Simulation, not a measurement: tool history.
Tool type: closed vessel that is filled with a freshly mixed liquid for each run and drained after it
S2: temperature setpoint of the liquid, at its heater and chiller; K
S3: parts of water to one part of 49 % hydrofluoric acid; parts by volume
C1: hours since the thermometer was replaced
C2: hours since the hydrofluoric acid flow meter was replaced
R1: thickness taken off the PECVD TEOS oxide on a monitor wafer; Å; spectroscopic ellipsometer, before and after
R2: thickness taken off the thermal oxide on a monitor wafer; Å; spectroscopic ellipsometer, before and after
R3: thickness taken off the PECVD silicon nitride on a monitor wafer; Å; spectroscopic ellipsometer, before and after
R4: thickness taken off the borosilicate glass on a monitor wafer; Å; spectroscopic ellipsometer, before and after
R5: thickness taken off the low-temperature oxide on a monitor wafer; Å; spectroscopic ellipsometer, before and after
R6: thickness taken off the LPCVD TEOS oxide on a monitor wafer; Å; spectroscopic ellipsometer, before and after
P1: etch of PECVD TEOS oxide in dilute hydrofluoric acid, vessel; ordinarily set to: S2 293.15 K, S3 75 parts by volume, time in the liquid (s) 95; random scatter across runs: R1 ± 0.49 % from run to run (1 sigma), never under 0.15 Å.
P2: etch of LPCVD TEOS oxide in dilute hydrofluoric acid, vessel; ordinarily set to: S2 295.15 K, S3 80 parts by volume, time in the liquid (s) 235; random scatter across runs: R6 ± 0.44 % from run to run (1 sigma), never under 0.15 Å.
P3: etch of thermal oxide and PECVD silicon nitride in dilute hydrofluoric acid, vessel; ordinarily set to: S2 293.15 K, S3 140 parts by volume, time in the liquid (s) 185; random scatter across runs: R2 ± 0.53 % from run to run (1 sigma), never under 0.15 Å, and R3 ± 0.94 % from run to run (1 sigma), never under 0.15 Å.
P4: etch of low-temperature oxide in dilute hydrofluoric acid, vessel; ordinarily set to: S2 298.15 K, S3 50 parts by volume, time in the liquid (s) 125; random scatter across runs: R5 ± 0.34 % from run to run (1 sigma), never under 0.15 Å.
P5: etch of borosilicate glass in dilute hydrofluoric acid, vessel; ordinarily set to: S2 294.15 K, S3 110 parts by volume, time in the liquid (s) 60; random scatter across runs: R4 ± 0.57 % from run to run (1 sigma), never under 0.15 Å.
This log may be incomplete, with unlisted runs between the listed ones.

run 1 hour=7.2 | process_that_ran=P1 S2=293.15 S3=75 time_in_the_liquid_(s)=95 | C1=458.3 C2=367.9 | R1=178.020
run 2 hour=12.2 | process_that_ran=P3 S2=293.15 S3=140 time_in_the_liquid_(s)=185 | C1=463.3 C2=372.9 | R2=53.536 R3=24.639
run 3 hour=19.7 | process_that_ran=P1 S2=290.15 S3=75 time_in_the_liquid_(s)=95 | C1=470.8 C2=380.4 | R1=156.750
run 4 hour=23.8 | process_that_ran=P5 S2=294.15 S3=165 time_in_the_liquid_(s)=60 | C1=474.9 C2=384.5 | R4=118.40
run 5 hour=27.6 | process_that_ran=P4 S2=298.15 S3=50 time_in_the_liquid_(s)=235 | C1=478.7 C2=388.3 | R5=954.08
run 6 hour=34.5 | process_that_ran=P1 S2=293.15 S3=20 time_in_the_liquid_(s)=95 | C1=485.6 C2=395.2 | R1=719.220
run 7 hour=41.3 | process_that_ran=P1 S2=293.15 S3=75 time_in_the_liquid_(s)=95 | C1=492.4 C2=402.0 | R1=178.180
run 8 hour=45.2 | process_that_ran=P5 S2=294.15 S3=110 time_in_the_liquid_(s)=115 | C1=496.3 C2=405.9 | R4=362.51
run 9 hour=53.3 | process_that_ran=P5 S2=298.65 S3=110 time_in_the_liquid_(s)=60 | C1=504.4 C2=414.0 | R4=225.23
run 10 hour=61.0 | process_that_ran=P1 S2=293.15 S3=75 time_in_the_liquid_(s)=145 | C1=512.1 C2=421.7 | R1=273.140
run 11 hour=68.2 | process_that_ran=P3 S2=293.15 S3=140 time_in_the_liquid_(s)=75 | C1=519.3 C2=428.9 | R2=21.713 R3=10.233
run 12 hour=72.7 | process_that_ran=P1 S2=293.15 S3=125 time_in_the_liquid_(s)=95 | C1=523.8 C2=433.4 | R1=101.610
run 13 hour=77.8 | process_that_ran=P1 S2=293.15 S3=75 time_in_the_liquid_(s)=95 | C1=528.9 C2=438.5 | R1=178.100
run 14 hour=83.5 | process_that_ran=P3 S2=290.15 S3=140 time_in_the_liquid_(s)=185 | C1=534.6 C2=444.2 | R2=47.394 R3=20.181
run 15 hour=88.8 | process_that_ran=P5 S2=294.15 S3=110 time_in_the_liquid_(s)=60 | C1=539.9 C2=449.5 | R4=189.84
run 16 hour=93.4 | process_that_ran=P4 S2=298.15 S3=50 time_in_the_liquid_(s)=125 | C1=544.5 C2=454.1 | R5=507.38
run 17 hour=97.5 | process_that_ran=P1 S2=293.15 S3=75 time_in_the_liquid_(s)=30 | C1=548.6 C2=458.2 | R1=56.249
run 18 hour=105.4 | process_that_ran=P4 S2=298.15 S3=50 time_in_the_liquid_(s)=125 | C1=556.5 C2=466.1 | R5=508.63
run 19 hour=110.3 | process_that_ran=P4 S2=294.15 S3=50 time_in_the_liquid_(s)=125 | C1=561.4 C2=471.0 | R5=430.34
run 20 hour=114.2 | process_that_ran=P1 S2=293.15 S3=115 time_in_the_liquid_(s)=30 | C1=565.3 C2=474.9 | R1=35.493
run 21 hour=119.0 | process_that_ran=P5 S2=294.15 S3=110 time_in_the_liquid_(s)=60 | C1=570.1 C2=479.7 | R4=188.45
run 22 hour=125.8 | process_that_ran=P2 S2=295.15 S3=80 time_in_the_liquid_(s)=235 | C1=576.9 C2=486.5 | R6=465.57
run 23 hour=130.2 | process_that_ran=P1 S2=293.15 S3=50 time_in_the_liquid_(s)=135 | C1=581.3 C2=490.9 | R1=392.560
run 24 hour=138.3 | process_that_ran=P2 S2=295.15 S3=50 time_in_the_liquid_(s)=235 | C1=589.4 C2=499.0 | R6=776.54
run 25 hour=143.3 | process_that_ran=P2 S2=290.15 S3=80 time_in_the_liquid_(s)=235 | C1=594.4 C2=504.0 | R6=378.95
run 26 hour=147.5 | process_that_ran=P3 S2=293.15 S3=60 time_in_the_liquid_(s)=185 | C1=598.6 C2=508.2 | R2=138.050 R3=57.221
run 27 hour=154.9 | process_that_ran=P2 S2=295.15 S3=80 time_in_the_liquid_(s)=360 | C1=606.0 C2=515.6 | R6=715.22
run 28 hour=162.3 | process_that_ran=P1 S2=300.65 S3=75 time_in_the_liquid_(s)=95 | C1=613.4 C2=523.0 | R1=242.000
run 29 hour=167.8 | process_that_ran=P4 S2=298.15 S3=25 time_in_the_liquid_(s)=125 | C1=618.9 C2=528.5 | R5=1057.60
run 30 hour=174.6 | process_that_ran=P1 S2=293.15 S3=75 time_in_the_liquid_(s)=95 | C1=625.7 C2=535.3 | R1=178.410
run 31 hour=181.6 | process_that_ran=P1 S2=293.15 S3=75 time_in_the_liquid_(s)=95 | C1=632.7 C2=542.3 | R1=177.560
run 32 hour=186.1 | process_that_ran=P1 S2=293.15 S3=75 time_in_the_liquid_(s)=95 | C1=637.2 C2=546.8 | R1=182.550
run 33 hour=190.1 | process_that_ran=P1 S2=293.15 S3=75 time_in_the_liquid_(s)=95 | C1=641.2 C2=550.8 | R1=185.760
run 34 hour=197.0 | process_that_ran=P1 S2=293.15 S3=75 time_in_the_liquid_(s)=95 | C1=648.1 C2=557.7 | R1=187.350
run 35 hour=203.6 | process_that_ran=P1 S2=293.15 S3=75 time_in_the_liquid_(s)=95 | C1=654.7 C2=564.3 | R1=191.100
run 36 hour=210.3 | process_that_ran=P1 S2=293.15 S3=75 time_in_the_liquid_(s)=95 | C1=661.4 C2=571.0 | R1=191.500
run 37 hour=214.8 | process_that_ran=P1 S2=293.15 S3=75 time_in_the_liquid_(s)=95 | C1=665.9 C2=575.5 | R1=192.660
run 38 hour=223.4 | process_that_ran=P1 S2=293.15 S3=75 time_in_the_liquid_(s)=95 | C1=674.5 C2=584.1 | R1=193.120
run 39 hour=228.6 | process_that_ran=P1 S2=293.15 S3=75 time_in_the_liquid_(s)=95 | C1=679.7 C2=589.3 | R1=194.170
run 40 hour=234.6 | process_that_ran=P1 S2=293.15 S3=75 time_in_the_liquid_(s)=95 | C1=685.7 C2=595.3 | R1=195.940
run 41 hour=239.2 | process_that_ran=P1 S2=293.15 S3=75 time_in_the_liquid_(s)=95 | C1=690.3 C2=599.9 | R1=195.320
run 42 hour=245.6 | process_that_ran=P1 S2=293.15 S3=75 time_in_the_liquid_(s)=95 | C1=696.7 C2=606.3 | R1=192.570

P1 no longer gives what it gave before; its output has crept away from where it was. The following 2 causes, each at its listed size, fit the log equally well:
A: liquid hotter than its thermometer reads (K) = 2.19
B: hydrofluoric acid flow above the setpoint (%) = 8.7
The onset of the drift is placed at about hour 181.6.

Consider the 4 check runs below, whose results appear as question marks and each of which averages 2 wafers. Which one distinguishes the causes, in that each cause would give it a clearly different result?
run check 1 hour=252.0 | process_that_ran=P5 S2=294.15 S3=110 time_in_the_liquid_(s)=60 | R4=?
run check 2 hour=252.0 | process_that_ran=P3 S2=293.15 S3=140 time_in_the_liquid_(s)=185 | R2=? R3=?
run check 3 hour=252.0 | process_that_ran=P4 S2=298.15 S3=50 time_in_the_liquid_(s)=125 | R5=?
run check 4 hour=252.0 | process_that_ran=P2 S2=295.15 S3=80 time_in_the_liquid_(s)=235 | R6=?

Check results expected under each cause:
check=check_1 result=R4 if_A=205.84 if_B=207.02
check=check_2 result=R2 if_A=58.608 if_B=59.115
check=check_2 result=R3 if_A=29.019 if_B=27.217
check=check_3 result=R5 if_A=556.22 if_B=556.33
check=check_4 result=R6 if_A=511.31 if_B=512.55
Minimum pairwise separation of causes per check, each pair taken at its best-separating result: check 1 0.57 %; check 2 6.41 %; check 3 0.02 %; check 4 0.24 %
Check 2 is the one run that separates the causes; every other check would come out nearly the same whichever cause is at work.

Check 2 was carried out, with these results: R2 58.649 Å; R3 29.002 Å. Which of the listed causes is responsible?

The cause is A: liquid hotter than its thermometer reads (K).
